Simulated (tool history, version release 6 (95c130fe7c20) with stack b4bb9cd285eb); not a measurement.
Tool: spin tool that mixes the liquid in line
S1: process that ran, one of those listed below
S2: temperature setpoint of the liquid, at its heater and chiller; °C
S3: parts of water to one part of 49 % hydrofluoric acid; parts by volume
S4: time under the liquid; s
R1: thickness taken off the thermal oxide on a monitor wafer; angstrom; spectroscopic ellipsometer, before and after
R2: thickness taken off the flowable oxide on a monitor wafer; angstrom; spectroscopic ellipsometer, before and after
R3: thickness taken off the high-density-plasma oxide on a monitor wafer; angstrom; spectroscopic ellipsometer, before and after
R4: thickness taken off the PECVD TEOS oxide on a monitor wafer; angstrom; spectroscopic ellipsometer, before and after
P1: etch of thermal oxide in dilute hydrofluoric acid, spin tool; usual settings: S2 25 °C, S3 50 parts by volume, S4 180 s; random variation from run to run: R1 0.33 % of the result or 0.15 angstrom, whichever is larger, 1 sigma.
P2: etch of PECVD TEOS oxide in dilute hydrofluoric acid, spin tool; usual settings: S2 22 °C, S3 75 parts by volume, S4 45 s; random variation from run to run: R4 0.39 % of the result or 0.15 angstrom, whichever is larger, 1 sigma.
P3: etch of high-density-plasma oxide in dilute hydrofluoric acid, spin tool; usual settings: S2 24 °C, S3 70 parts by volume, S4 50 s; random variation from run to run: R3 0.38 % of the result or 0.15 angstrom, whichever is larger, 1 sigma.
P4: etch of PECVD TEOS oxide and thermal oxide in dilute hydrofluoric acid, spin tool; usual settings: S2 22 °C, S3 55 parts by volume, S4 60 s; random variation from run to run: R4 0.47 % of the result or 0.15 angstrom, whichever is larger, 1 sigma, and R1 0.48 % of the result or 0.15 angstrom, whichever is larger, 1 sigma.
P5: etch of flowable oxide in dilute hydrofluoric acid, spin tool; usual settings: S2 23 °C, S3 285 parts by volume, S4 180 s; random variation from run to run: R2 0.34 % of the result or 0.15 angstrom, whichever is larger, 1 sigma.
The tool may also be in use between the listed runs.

{"run": 1, "hour": 3.3, "S1": "P1", "S2": 25, "S3": 50, "S4": 180, "R1": 190.86}
{"run": 2, "hour": 9.4, "S1": "P1", "S2": 25, "S3": 50, "S4": 180, "R1": 191.26}
{"run": 3, "hour": 15.3, "S1": "P5", "S2": 23, "S3": 285, "S4": 300, "R2": 235.01}
{"run": 4, "hour": 18.6, "S1": "P1", "S2": 25, "S3": 50, "S4": 180, "R1": 191.74}
{"run": 5, "hour": 22.0, "S1": "P3", "S2": 24, "S3": 70, "S4": 25, "R3": 28.716}
{"run": 6, "hour": 26.0, "S1": "P4", "S2": 22, "S3": 55, "S4": 60, "R1": 51.374, "R4": 136.72}
{"run": 7, "hour": 30.7, "S1": "P3", "S2": 24, "S3": 20, "S4": 50, "R3": 215.8}
{"run": 8, "hour": 34.2, "S1": "P3", "S2": 24, "S3": 70, "S4": 50, "R3": 57.238}
{"run": 9, "hour": 40.2, "S1": "P1", "S2": 18.5, "S3": 85, "S4": 180, "R1": 82.034}
{"run": 10, "hour": 45.7, "S1": "P2", "S2": 22, "S3": 105, "S4": 45, "R4": 50.056}
{"run": 11, "hour": 49.4, "S1": "P1", "S2": 17.5, "S3": 90, "S4": 180, "R1": 74.505}
{"run": 12, "hour": 53.1, "S1": "P2", "S2": 22, "S3": 75, "S4": 45, "R4": 72.722}
{"run": 13, "hour": 58.2, "S1": "P4", "S2": 22, "S3": 100, "S4": 60, "R1": 27.188, "R4": 70.56}
{"run": 14, "hour": 62.0, "S1": "P2", "S2": 17, "S3": 75, "S4": 45, "R4": 59.105}
{"run": 15, "hour": 67.0, "S1": "P1", "S2": 20.5, "S3": 50, "S4": 180, "R1": 157.9}
{"run": 16, "hour": 71.8, "S1": "P5", "S2": 23, "S3": 285, "S4": 180, "R2": 141.69}
{"run": 17, "hour": 76.9, "S1": "P1", "S2": 29, "S3": 50, "S4": 180, "R1": 223.55}
{"hour": 78.4, "done": "thermometer replaced"}
{"run": 18, "hour": 82.3, "S1": "P1", "S2": 25, "S3": 50, "S4": 95, "R1": 101.46}
{"run": 19, "hour": 88.2, "S1": "P4", "S2": 22, "S3": 55, "S4": 60, "R1": 51.48, "R4": 136.62}
{"run": 20, "hour": 91.0, "S1": "P1", "S2": 25, "S3": 20, "S4": 180, "R1": 496.81}
{"run": 21, "hour": 93.8, "S1": "P1", "S2": 25, "S3": 50, "S4": 305, "R1": 323.75}
{"run": 22, "hour": 98.0, "S1": "P1", "S2": 25, "S3": 50, "S4": 180, "R1": 190.66}
{"run": 23, "hour": 103.6, "S1": "P2", "S2": 22, "S3": 75, "S4": 85, "R4": 137.38}
{"run": 24, "hour": 108.1, "S1": "P4", "S2": 22, "S3": 55, "S4": 90, "R1": 77.863, "R4": 201.94}
{"run": 25, "hour": 112.3, "S1": "P5", "S2": 17, "S3": 285, "S4": 180, "R2": 112.43}
{"run": 26, "hour": 117.6, "S1": "P1", "S2": 25, "S3": 50, "S4": 180, "R1": 191.1}
{"run": 27, "hour": 122.5, "S1": "P3", "S2": 32, "S3": 70, "S4": 50, "R3": 77.764}
{"run": 28, "hour": 126.4, "S1": "P4", "S2": 17, "S3": 55, "S4": 60, "R1": 41.51, "R4": 110.08}
{"run": 29, "hour": 130.6, "S1": "P5", "S2": 23, "S3": 415, "S4": 180, "R2": 86.061}
{"run": 30, "hour": 134.5, "S1": "P1", "S2": 25, "S3": 70, "S4": 180, "R1": 133.56}
{"run": 31, "hour": 137.3, "S1": "P1", "S2": 25, "S3": 50, "S4": 180, "R1": 191.73}
{"run": 32, "hour": 143.2, "S1": "P1", "S2": 25, "S3": 50, "S4": 180, "R1": 198.44}
{"run": 33, "hour": 146.2, "S1": "P1", "S2": 25, "S3": 50, "S4": 180, "R1": 201.4}
{"run": 34, "hour": 151.3, "S1": "P1", "S2": 25, "S3": 50, "S4": 180, "R1": 203.58}
{"run": 35, "hour": 155.6, "S1": "P1", "S2": 25, "S3": 50, "S4": 180, "R1": 205.25}
{"run": 36, "hour": 160.5, "S1": "P1", "S2": 25, "S3": 50, "S4": 180, "R1": 205.32}
{"run": 37, "hour": 165.2, "S1": "P1", "S2": 25, "S3": 50, "S4": 180, "R1": 208.03}
{"run": 38, "hour": 171.3, "S1": "P1", "S2": 25, "S3": 50, "S4": 180, "R1": 208.85}
{"run": 39, "hour": 177.1, "S1": "P1", "S2": 25, "S3": 50, "S4": 180, "R1": 208.9}
{"run": 40, "hour": 182.5, "S1": "P1", "S2": 25, "S3": 50, "S4": 180, "R1": 208.51}
{"run": 41, "hour": 188.8, "S1": "P1", "S2": 25, "S3": 50, "S4": 180, "R1": 210.21}
{"run": 42, "hour": 193.5, "S1": "P1", "S2": 25, "S3": 50, "S4": 180, "R1": 209.6}

What P1 gives has crept away from where it was. These 2 causes fit the log equally well, each at the size given:
A: liquid hotter than its thermometer reads (K) = 2.33
B: hydrofluoric acid flow above the setpoint (%) = 9.23
The creep began at about hour 137.3.

4 check runs are offered, one wafer each, their results left as question marks. Which one tells the causes apart?
{"run": "check 1", "hour": 198.2, "S1": "P5", "S2": 23, "S3": 285, "S4": 180, "R2": "?"}
{"run": "check 2", "hour": 198.2, "S1": "P2", "S2": 22, "S3": 75, "S4": 45, "R4": "?"}
{"run": "check 3", "hour": 198.2, "S1": "P3", "S2": 24, "S3": 70, "S4": 50, "R3": "?"}
{"run": "check 4", "hour": 198.2, "S1": "P4", "S2": 22, "S3": 55, "S4": 60, "R1": "?", "R4": "?"}

What each check would give under each cause:
check=check_1 result=R2 if_A=152.83 if_B=157.54
check=check_2 result=R4 if_A=80.123 if_B=80.233
check=check_3 result=R3 if_A=63.05 if_B=63.211
check=check_4 result=R1 if_A=56.799 if_B=56.688
check=check_4 result=R4 if_A=149.49 if_B=149.2
How far apart the two closest causes lie, in the result that separates them most: check 1 3.03 %; check 2 0.14 %; check 3 0.25 %; check 4 0.2 %
Check 1 tells the causes apart: in the others they would give nearly the same result.

Then check 1 was run and gave: R2 157.31 angstrom. Which cause is it?

It is B: hydrofluoric acid flow above the setpoint (%).
